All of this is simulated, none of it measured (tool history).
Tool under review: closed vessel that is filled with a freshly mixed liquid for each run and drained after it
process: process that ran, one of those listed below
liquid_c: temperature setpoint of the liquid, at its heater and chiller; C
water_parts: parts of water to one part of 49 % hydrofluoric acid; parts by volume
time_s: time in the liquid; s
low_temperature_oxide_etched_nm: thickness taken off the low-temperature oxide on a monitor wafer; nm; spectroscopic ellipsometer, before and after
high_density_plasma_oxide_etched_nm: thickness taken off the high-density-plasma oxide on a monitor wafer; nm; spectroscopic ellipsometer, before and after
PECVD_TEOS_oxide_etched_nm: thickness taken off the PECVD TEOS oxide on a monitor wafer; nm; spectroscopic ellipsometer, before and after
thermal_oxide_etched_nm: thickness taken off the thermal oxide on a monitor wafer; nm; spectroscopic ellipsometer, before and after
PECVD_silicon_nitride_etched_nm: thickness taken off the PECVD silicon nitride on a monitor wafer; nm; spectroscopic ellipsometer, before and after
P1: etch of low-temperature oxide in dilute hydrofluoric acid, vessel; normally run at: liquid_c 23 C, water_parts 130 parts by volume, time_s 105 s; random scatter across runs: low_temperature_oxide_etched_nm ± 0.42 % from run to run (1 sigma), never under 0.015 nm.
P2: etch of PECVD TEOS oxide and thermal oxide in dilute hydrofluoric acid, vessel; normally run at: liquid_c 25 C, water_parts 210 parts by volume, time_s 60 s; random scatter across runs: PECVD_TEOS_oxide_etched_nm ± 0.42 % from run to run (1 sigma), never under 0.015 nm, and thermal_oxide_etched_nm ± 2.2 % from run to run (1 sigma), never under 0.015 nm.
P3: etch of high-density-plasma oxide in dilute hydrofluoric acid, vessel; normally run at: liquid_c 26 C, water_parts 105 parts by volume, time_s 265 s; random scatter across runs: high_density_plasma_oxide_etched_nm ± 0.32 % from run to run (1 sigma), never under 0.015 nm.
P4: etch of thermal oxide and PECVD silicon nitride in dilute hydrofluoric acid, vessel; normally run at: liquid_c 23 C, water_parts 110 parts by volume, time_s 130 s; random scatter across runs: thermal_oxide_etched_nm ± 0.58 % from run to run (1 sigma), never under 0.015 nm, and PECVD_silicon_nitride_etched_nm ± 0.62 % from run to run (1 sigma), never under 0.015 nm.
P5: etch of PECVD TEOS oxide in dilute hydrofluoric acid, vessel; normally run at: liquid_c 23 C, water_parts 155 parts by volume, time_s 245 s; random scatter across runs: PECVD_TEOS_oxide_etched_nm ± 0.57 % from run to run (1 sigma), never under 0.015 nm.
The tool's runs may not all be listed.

run     day  process  liquid_c  water_parts  time_s  hours since the thermometer was replaced  hours since the hydrofluoric acid flow meter was replaced  low_temperature_oxide_etched_nm  high_density_plasma_oxide_etched_nm  PECVD_TEOS_oxide_etched_nm  thermal_oxide_etched_nm  PECVD_silicon_nitride_etched_nm
  1   0.454       P1        23          130     105                                     704.9                                                      669.2                           16.929
  2   0.983       P1        17          130     105                                     717.6                                                      681.9                           13.305
  3   1.508       P3        26          185     265                                     730.2                                                      694.5                                                                13.506
  4   2.154       P1        23          130     200                                     745.7                                                        710                           32.451
  5   2.454       P1        23          130     105                                     752.9                                                      717.2                           16.931
  6   2.875       P2      32.5          210      60                                       763                                                      727.3                                                                                            9.4139                   1.5814
  7   3.375       P1        23          130      30                                       775                                                      739.3                           4.8229
  8   3.733       P4        23          110     130                                     783.6                                                      747.9                                                                                                                     5.2829                           3.8563
  9   4.133       P2        25          210      60                                     793.2                                                      757.5                                                                                            7.2332                    1.254
 10   4.571       P5        17          155     245                                     803.7                                                        768                                                                                            16.563
 11   4.958       P3        21          105     265                                       813                                                      777.3                                                                21.538
      5.492  -- thermometer replaced
 12   5.638       P1        28          130     105                                       3.5                                                      793.6                            20.42
 13   6.175       P5        23          155     245                                      16.4                                                      806.5                                                                                            21.087
 14   6.833       P3        26          105      70                                      32.2                                                      822.3                                                                6.9206
 15   7.458       P5        23           85     245                                      47.2                                                      837.3                                                                                            41.692
 16   8.021       P1        23          185     105                                      60.7                                                      850.8                           11.205
 17   8.442       P1        23          130     105                                      70.8                                                      860.9                           16.891
      8.692  -- hydrofluoric acid flow meter replaced
 18   8.754       P4        23          200     130                                      78.3                                                        1.5                                                                                                                     2.6246                           2.1556
 19   9.392       P5        23          155     365                                      93.6                                                       16.8                                                                                            31.248
 20    9.85       P4      18.5          110     130                                     104.6                                                       27.8                                                                                                                     4.3995                           2.8314
 21  10.538       P1      26.5          130     170                                     121.1                                                       44.3                           31.571
 22  10.917       P1        23           30     105                                     130.2                                                       53.4                           82.981
 23  11.392       P3        26          105     265                                     141.6                                                       64.8                                                                26.187
 24  11.767       P1        23          195     200                                     150.6                                                       73.8                           19.907
 25   12.15       P4        23          110     260                                     159.8                                                         83                                                                                                                     10.506                           7.7238
 26  12.525       P2        25          210      90                                     168.8                                                         92                                                                                            10.805                   1.7588
 27  13.079       P1        23          130     105                                     182.1                                                      105.3                           16.795
 28  13.725       P2        25           40      60                                     197.6                                                      120.8                                                                                            46.546                    8.296
 29  14.142       P1        23          130     105                                     207.6                                                      130.8                           17.017
 30  14.575       P1        23          130     105                                       218                                                      141.2                           17.004
 31  15.217       P1        23          130     105                                     233.4                                                      156.6                           16.391
 32  15.679       P1        23          130     105                                     244.5                                                      167.7                           16.196
 33  16.283       P1        23          130     105                                       259                                                      182.2                           16.126
 34  16.796       P1        23          130     105                                     271.3                                                      194.5                           15.996
 35  17.108       P1        23          130     105                                     278.8                                                        202                           15.976
 36  17.679       P1        23          130     105                                     292.5                                                      215.7                           16.052
 37  18.225       P1        23          130     105                                     305.6                                                      228.8                           15.923
 38  18.546       P1        23          130     105                                     313.3                                                      236.5                           15.845
 39   19.15       P1        23          130     105                                     327.8                                                        251                           15.969

The log shows P1 creeping away from where it was. Any of the 2 causes listed here, at the size stated for it, fits the log just as well as the others:
A: liquid colder than its thermometer reads (K) = 1.56
B: hydrofluoric acid flow below the setpoint (%) = 5.19
The creep began at about day 14.575.

Below are 4 check runs, each averaged over 2 wafers, with their results shown as question marks. Which of them would give clearly different results depending on which cause is behind the drift?
check 1  19.754       P3      22.5          105      80                                                                                                                                                                          ?
check 2  19.754       P4        23          190     230                                                                                                                                                                                                                               ?                                ?
check 3  19.754       P5        17          110     245                                                                                                                                                                                                      ?
check 4  19.754       P2        25           55      90                                                                                                                                                                                                      ?                        ?

Check results expected under each cause:
  check                               result    if A    if B
check 1  high_density_plasma_oxide_etched_nm  6.4785  6.4968
check 2              thermal_oxide_etched_nm  4.6453  4.6216
check 2      PECVD_silicon_nitride_etched_nm  3.5951  3.7725
check 3           PECVD_TEOS_oxide_etched_nm  22.861  23.009
check 4           PECVD_TEOS_oxide_etched_nm  46.912  47.218
check 4              thermal_oxide_etched_nm  7.9692  8.0211
Gap, in per cent, between the two causes that each check separates least, read from the result that separates them most: check 1 0.28 %; check 2 4.82 %; check 3 0.65 %; check 4 0.65 %
Only in check 2 would the causes give clearly different results; in the remaining checks their results would be nearly the same.

Check 2 was then run and gave: thermal_oxide_etched_nm 4.6406 nm; PECVD_silicon_nitride_etched_nm 3.7667 nm. Which cause is it?

B is the cause: hydrofluoric acid flow below the setpoint (%).
